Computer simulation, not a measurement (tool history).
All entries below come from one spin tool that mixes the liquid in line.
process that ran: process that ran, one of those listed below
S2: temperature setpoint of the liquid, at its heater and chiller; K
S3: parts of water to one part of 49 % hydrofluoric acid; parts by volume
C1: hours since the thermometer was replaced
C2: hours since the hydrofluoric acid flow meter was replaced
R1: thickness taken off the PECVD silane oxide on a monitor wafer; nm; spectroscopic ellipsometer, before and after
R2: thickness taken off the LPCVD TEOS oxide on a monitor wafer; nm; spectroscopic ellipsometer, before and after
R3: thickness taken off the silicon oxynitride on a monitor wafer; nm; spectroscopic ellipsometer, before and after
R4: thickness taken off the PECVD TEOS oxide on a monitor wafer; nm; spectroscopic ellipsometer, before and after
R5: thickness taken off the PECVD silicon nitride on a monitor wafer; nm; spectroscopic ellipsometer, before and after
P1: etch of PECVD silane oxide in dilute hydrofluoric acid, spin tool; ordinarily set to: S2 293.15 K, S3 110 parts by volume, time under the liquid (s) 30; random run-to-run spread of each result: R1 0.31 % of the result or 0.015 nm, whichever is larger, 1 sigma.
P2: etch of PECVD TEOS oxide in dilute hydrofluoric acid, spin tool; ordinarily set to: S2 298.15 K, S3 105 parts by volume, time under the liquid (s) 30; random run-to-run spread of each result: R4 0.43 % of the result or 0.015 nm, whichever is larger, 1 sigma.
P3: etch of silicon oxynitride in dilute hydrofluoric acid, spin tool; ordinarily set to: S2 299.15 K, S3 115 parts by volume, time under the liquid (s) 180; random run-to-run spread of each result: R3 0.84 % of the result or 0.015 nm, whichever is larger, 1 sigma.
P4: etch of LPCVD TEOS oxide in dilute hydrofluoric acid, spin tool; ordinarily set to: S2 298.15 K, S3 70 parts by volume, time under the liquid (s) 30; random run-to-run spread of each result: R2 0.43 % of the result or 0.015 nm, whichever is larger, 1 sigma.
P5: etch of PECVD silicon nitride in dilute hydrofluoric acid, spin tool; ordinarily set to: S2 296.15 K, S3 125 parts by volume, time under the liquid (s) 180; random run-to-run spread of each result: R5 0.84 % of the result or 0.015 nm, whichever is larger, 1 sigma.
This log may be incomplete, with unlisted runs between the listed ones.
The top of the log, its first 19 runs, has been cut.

run 20 hour=105.1 | process_that_ran=P2 S2=292.65 S3=105 time_under_the_liquid_(s)=30 | C1=1257.7 C2=922.9 | R4=4.5178
run 21 hour=109.3 | process_that_ran=P1 S2=297.15 S3=110 time_under_the_liquid_(s)=15 | C1=1261.9 C2=927.1 | R1=6.5369
run 22 hour=114 | process_that_ran=P1 S2=296.65 S3=45 time_under_the_liquid_(s)=30 | C1=1266.6 C2=931.8 | R1=34.301
run 23 hour=118.4 | process_that_ran=P3 S2=293.15 S3=115 time_under_the_liquid_(s)=180 | C1=1271 C2=936.2 | R3=1.934
run 24 hour=124.3 | process_that_ran=P5 S2=296.15 S3=125 time_under_the_liquid_(s)=180 | C1=1276.9 C2=942.1 | R5=3.4165
run 25 hour=130.7 | process_that_ran=P1 S2=293.15 S3=155 time_under_the_liquid_(s)=30 | C1=1283.3 C2=948.5 | R1=7.5511
run 26 hour=137 | process_that_ran=P1 S2=293.15 S3=20 time_under_the_liquid_(s)=30 | C1=1289.6 C2=954.8 | R1=68.34
run 27 hour=141.1 | process_that_ran=P4 S2=298.15 S3=115 time_under_the_liquid_(s)=30 | C1=1293.7 C2=958.9 | R2=9.4601
run 28 hour=147.3 | process_that_ran=P1 S2=299.15 S3=110 time_under_the_liquid_(s)=30 | C1=1299.9 C2=965.1 | R1=14.266
run 29 hour=150.1 | process_that_ran=P1 S2=293.15 S3=110 time_under_the_liquid_(s)=30 | C1=1302.7 C2=967.9 | R1=11.121
run 30 hour=155.4 | process_that_ran=P5 S2=304.15 S3=125 time_under_the_liquid_(s)=180 | C1=1308 C2=973.2 | R5=5.5214

Estimate the outcome of run 31 from the log above:
run 31 hour=161.2 | process_that_ran=P1 S2=293.15 S3=40 time_under_the_liquid_(s)=15 | C1=1313.8 C2=979 | R1=?

R1: 16.731 nm
